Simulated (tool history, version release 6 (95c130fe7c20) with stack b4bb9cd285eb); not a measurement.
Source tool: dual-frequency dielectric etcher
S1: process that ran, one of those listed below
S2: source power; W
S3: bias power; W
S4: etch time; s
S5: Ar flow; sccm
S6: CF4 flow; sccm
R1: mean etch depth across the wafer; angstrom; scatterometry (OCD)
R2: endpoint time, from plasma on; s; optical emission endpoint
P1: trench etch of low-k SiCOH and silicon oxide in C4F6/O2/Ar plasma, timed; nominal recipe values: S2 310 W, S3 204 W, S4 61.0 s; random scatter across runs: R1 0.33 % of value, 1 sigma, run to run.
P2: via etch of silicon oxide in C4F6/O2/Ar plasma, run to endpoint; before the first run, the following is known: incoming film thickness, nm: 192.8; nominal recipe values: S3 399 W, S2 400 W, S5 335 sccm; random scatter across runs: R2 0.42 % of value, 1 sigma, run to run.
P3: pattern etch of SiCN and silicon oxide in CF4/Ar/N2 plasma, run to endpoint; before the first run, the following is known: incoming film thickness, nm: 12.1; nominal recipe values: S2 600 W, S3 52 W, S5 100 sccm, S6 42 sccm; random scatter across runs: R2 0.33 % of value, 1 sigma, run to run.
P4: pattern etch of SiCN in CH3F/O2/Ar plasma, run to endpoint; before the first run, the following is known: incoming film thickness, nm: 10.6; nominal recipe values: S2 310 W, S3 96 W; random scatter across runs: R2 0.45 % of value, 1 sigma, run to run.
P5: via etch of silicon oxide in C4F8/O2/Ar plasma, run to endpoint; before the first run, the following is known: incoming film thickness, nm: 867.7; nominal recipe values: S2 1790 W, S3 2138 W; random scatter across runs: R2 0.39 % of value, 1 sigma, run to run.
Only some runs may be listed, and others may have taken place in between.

Run 1, hour 8.0: S1 P1, S2 310 W, S3 204 W, S4 61.0 s. Result: R1 1803.2 angstrom.
Run 2, hour 19.7: S1 P5, S2 1790 W, S3 2849 W. Result: R2 160.870 s.
Run 3, hour 32.7: S1 P1, S2 310 W, S3 204 W, S4 61.0 s. Result: R1 1807.7 angstrom.
Run 4, hour 45.3: S1 P1, S2 200 W, S3 204 W, S4 87.5 s. Result: R1 2197.0 angstrom.
Run 5, hour 59.0: S1 P5, S2 2120 W, S3 2138 W. Result: R2 165.000 s.
Run 6, hour 68.8: S1 P3, S2 600 W, S3 40 W, S5 100 sccm, S6 42 sccm. Result: R2 14.486 s.
Run 7, hour 77.2: S1 P2, S2 400 W, S3 399 W, S5 335 sccm. Result: R2 45.781 s.
Run 8, hour 90.0: S1 P1, S2 310 W, S3 204 W, S4 61.0 s. Result: R1 1804.6 angstrom.
Run 9, hour 101.1: S1 P1, S2 310 W, S3 243 W, S4 36.0 s. Result: R1 1118.7 angstrom.
Run 10, hour 113.3: S1 P5, S2 1790 W, S3 2138 W. Result: R2 175.860 s.
Run 11, hour 129.6: S1 P2, S2 310 W, S3 399 W, S5 335 sccm. Result: R2 50.260 s.
Run 12, hour 143.1: S1 P1, S2 210 W, S3 204 W, S4 61.0 s. Result: R1 1562.8 angstrom.
Run 13, hour 156.9: S1 P1, S2 310 W, S3 142 W, S4 61.0 s. Result: R1 1609.1 angstrom.
Run 14, hour 164.7: S1 P1, S2 310 W, S3 204 W, S4 82.0 s. Result: R1 2425.3 angstrom.
Run 15, hour 178.0: S1 P3, S2 600 W, S3 52 W, S5 100 sccm, S6 59 sccm. Result: R2 12.502 s.
Run 16, hour 188.4: S1 P1, S2 310 W, S3 204 W, S4 61.0 s. Result: R1 1798.5 angstrom.
Run 17, hour 195.8: S1 P2, S2 400 W, S3 537 W, S5 335 sccm. Result: R2 40.838 s.
At hour 207.3: source power generator calibrated.
Run 18, hour 208.5: S1 P5, S2 1790 W, S3 2138 W. Result: R2 176.400 s.
Run 19, hour 219.3: S1 P4, S2 370 W, S3 96 W. Result: R2 26.361 s.
Run 20, hour 229.7: S1 P1, S2 310 W, S3 204 W, S4 61.0 s. Result: R1 1811.9 angstrom.
Run 21, hour 246.3: S1 P4, S2 310 W, S3 96 W. Result: R2 28.002 s.
Run 22, hour 260.1: S1 P1, S2 310 W, S3 204 W, S4 61.0 s. Result: R1 1802.0 angstrom.
Run 23, hour 273.8: S1 P1, S2 430 W, S3 204 W, S4 79.5 s. Result: R1 2687.6 angstrom.
Run 24, hour 282.4: S1 P4, S2 310 W, S3 131 W. Result: R2 24.957 s.
Run 25, hour 295.3: S1 P3, S2 600 W, S3 52 W, S5 81 sccm, S6 42 sccm. Result: R2 12.771 s.
Run 26, hour 308.5: S1 P4, S2 310 W, S3 96 W. Result: R2 28.104 s.
Run 27, hour 319.8: S1 P3, S2 430 W, S3 52 W, S5 100 sccm, S6 42 sccm. Result: R2 17.838 s.
Run 28, hour 335.2: S1 P1, S2 310 W, S3 271 W, S4 61.0 s. Result: R1 1983.1 angstrom.
Run 29, hour 343.7: S1 P2, S2 400 W, S3 399 W, S5 272 sccm. Result: R2 44.708 s.
Run 30, hour 354.3: S1 P3, S2 600 W, S3 52 W, S5 100 sccm, S6 42 sccm. Result: R2 13.281 s.
Run 31, hour 371.2: S1 P1, S2 400 W, S3 204 W, S4 61.0 s. Result: R1 1982.0 angstrom.
Run 32, hour 386.9: S1 P1, S2 310 W, S3 204 W, S4 61.0 s. Result: R1 1808.5 angstrom.
Run 33, hour 403.0: S1 P1, S2 310 W, S3 204 W, S4 35.0 s. Result: R1 1039.4 angstrom.
Run 34, hour 413.5: S1 P1, S2 310 W, S3 204 W, S4 61.0 s. Result: R1 1794.0 angstrom.
Run 35, hour 428.9: S1 P1, S2 310 W, S3 204 W, S4 61.0 s. Result: R1 1782.4 angstrom.
Run 36, hour 443.4: S1 P1, S2 310 W, S3 204 W, S4 61.0 s. Result: R1 1781.1 angstrom.
Run 37, hour 453.2: S1 P1, S2 310 W, S3 204 W, S4 61.0 s. Result: R1 1772.5 angstrom.
Run 38, hour 460.8: S1 P1, S2 310 W, S3 204 W, S4 61.0 s. Result: R1 1783.1 angstrom.
At hour 460.9: wet clean of the chamber.
Run 39, hour 473.5: S1 P1, S2 310 W, S3 204 W, S4 61.0 s. Result: R1 1770.6 angstrom.
Run 40, hour 484.3: S1 P1, S2 310 W, S3 204 W, S4 61.0 s. Result: R1 1776.5 angstrom.

The output of P1 has drifted from where it used to be. Each of the 2 causes below, taken at the size shown beside it, accounts for the log equally well:
A: source power that arrives under what is set, % = 4.23
B: bias power that arrives under what is set, % = 4.93
The creep began at about hour 413.5.
Each remaining cause and why it is not a fit:
chamber walls in a state that lowers the etch rate, %: serviced at hour 460.9, after the drift had started, without restoring the earlier output

Below are 4 check runs, each averaged over 2 wafers, with their results shown as question marks. Which of them would give clearly different results depending on which cause is behind the drift?
Run check 1, hour 495.1: S1 P3, S2 600 W, S3 52 W, S5 100 sccm, S6 42 sccm. Result: R2 ?.
Run check 2, hour 495.1: S1 P4, S2 310 W, S3 96 W. Result: R2 ?.
Run check 3, hour 495.1: S1 P2, S2 400 W, S3 399 W, S5 335 sccm. Result: R2 ?.
Run check 4, hour 495.1: S1 P5, S2 1790 W, S3 2138 W. Result: R2 ?.

Check results expected under each cause:
  check  result     if A     if B
check 1      R2   13.808   13.516
check 2      R2   28.709   28.803
check 3      R2   46.380   46.478
check 4      R2  179.460  179.030
Distance between the nearest two causes, measured in the result of the check that separates them most: check 1 2.14 %; check 2 0.33 %; check 3 0.21 %; check 4 0.24 %
Check 1 distinguishes between the causes, while the remaining checks would return nearly the same result for all of them.

After running check 1, the following was obtained: R2 13.854 s. Which cause does this point to?

It was cause A: source power that arrives under what is set, %.

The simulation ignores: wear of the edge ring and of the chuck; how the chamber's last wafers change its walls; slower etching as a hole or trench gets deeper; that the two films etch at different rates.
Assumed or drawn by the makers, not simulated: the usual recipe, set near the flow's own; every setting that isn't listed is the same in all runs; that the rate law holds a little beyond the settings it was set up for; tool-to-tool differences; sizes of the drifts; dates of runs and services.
